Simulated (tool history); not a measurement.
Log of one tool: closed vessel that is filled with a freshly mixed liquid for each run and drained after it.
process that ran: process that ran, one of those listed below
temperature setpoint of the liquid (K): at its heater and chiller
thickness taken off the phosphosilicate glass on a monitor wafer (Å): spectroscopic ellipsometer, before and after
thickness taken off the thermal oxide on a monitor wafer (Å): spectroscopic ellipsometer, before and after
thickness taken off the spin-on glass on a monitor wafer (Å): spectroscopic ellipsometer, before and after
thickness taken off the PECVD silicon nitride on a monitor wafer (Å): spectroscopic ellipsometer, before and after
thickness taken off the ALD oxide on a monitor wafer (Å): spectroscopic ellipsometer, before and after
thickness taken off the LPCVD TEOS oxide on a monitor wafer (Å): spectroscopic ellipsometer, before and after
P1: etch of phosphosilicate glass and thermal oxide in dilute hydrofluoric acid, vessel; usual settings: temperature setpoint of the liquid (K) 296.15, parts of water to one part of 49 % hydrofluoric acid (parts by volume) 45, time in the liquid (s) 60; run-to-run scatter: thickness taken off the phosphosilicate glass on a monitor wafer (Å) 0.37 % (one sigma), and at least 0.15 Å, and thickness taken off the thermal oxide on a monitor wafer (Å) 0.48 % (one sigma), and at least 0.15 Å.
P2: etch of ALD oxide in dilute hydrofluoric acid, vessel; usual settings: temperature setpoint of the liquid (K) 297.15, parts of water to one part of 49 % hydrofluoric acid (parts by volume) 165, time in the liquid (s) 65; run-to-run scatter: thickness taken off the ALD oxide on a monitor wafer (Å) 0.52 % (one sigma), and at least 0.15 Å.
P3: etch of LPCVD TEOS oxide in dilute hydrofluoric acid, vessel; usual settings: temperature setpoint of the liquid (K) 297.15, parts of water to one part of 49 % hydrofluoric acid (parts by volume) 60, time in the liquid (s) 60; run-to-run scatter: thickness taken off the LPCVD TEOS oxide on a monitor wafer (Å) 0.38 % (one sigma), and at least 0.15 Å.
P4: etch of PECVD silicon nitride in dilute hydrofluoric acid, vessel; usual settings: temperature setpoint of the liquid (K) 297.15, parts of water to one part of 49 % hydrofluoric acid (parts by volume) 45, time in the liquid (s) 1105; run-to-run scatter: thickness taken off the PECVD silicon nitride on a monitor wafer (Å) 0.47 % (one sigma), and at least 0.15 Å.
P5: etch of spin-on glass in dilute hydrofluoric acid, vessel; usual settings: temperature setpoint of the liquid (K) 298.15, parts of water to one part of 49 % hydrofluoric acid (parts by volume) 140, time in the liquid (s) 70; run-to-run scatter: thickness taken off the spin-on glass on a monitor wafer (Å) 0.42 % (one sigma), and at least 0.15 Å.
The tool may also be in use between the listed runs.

run	hour	process that ran	temperature setpoint of the liquid (K)	parts of water to one part of 49 % hydrofluoric acid (parts by volume)	time in the liquid (s)	thickness taken off the phosphosilicate glass on a monitor wafer (Å)	thickness taken off the thermal oxide on a monitor wafer (Å)	thickness taken off the spin-on glass on a monitor wafer (Å)	thickness taken off the PECVD silicon nitride on a monitor wafer (Å)	thickness taken off the ALD oxide on a monitor wafer (Å)	thickness taken off the LPCVD TEOS oxide on a monitor wafer (Å)
1	15.4	P1	296.15	45	60	1367.60	62.760				
2	25.4	P1	296.15	20	115	6037.50	279.900				
3	41.2	P5	298.15	140	70			132.490			
4	58.9	P1	296.15	45	30	679.13	31.298				
5	77.6	P4	297.15	45	1105				525.00		
6	94.8	P1	296.15	45	60	1361.40	62.274				
7	105.2	P2	297.15	165	65					81.209	
8	114.5	P1	290.15	45	60	1051.10	47.975				
9	124.8	P5	293.15	140	70			109.040			
10	141.5	P5	298.15	140	70			130.780			
11	150.8	P1	296.15	70	60	845.78	38.784				
12	159.0	P1	296.15	20	60	3150.60	146.540				
13	176.7	P4	297.15	45	1105				526.41		
14	190.5	P3	297.15	20	60						1647.50
15	204.5	P3	297.15	60	60						517.67
16	213.1	P5	298.15	220	70			76.743			
17	229.5	P4	297.15	65	1105				367.58		
18	245.8	P1	296.15	45	60	1355.20	62.495				
19	264.0	P4	297.15	45	420				202.07		
20	273.0	P1	296.15	45	60	1359.00	62.539				
21	291.1	P1	296.15	45	90	2042.50	93.587				
22	302.6	P5	298.15	140	130			242.860			
23	315.7	P1	296.15	45	60	1356.00	62.353				
24	325.0	P2	297.15	65	65					231.480	
25	339.1	P4	304.15	45	1105				832.24		
26	352.5	P1	296.15	45	60	1364.90	62.979				
27	363.9	P2	297.15	165	30					37.959	
28	372.3	P1	296.15	45	60	1353.90	62.839				
29	388.3	P3	301.65	60	60						619.25
30	402.6	P1	300.65	45	60	1625.70	75.568				
31	415.9	P3	297.15	60	115						998.53
32	432.4	P2	302.65	165	65					98.694	

Run 33 comes next. What will it give?
33	449.5	P1	296.15	45	60	?	?				

Run 33 gave thickness taken off the phosphosilicate glass on a monitor wafer (Å) 1361.70, thickness taken off the thermal oxide on a monitor wafer (Å) 62.637.

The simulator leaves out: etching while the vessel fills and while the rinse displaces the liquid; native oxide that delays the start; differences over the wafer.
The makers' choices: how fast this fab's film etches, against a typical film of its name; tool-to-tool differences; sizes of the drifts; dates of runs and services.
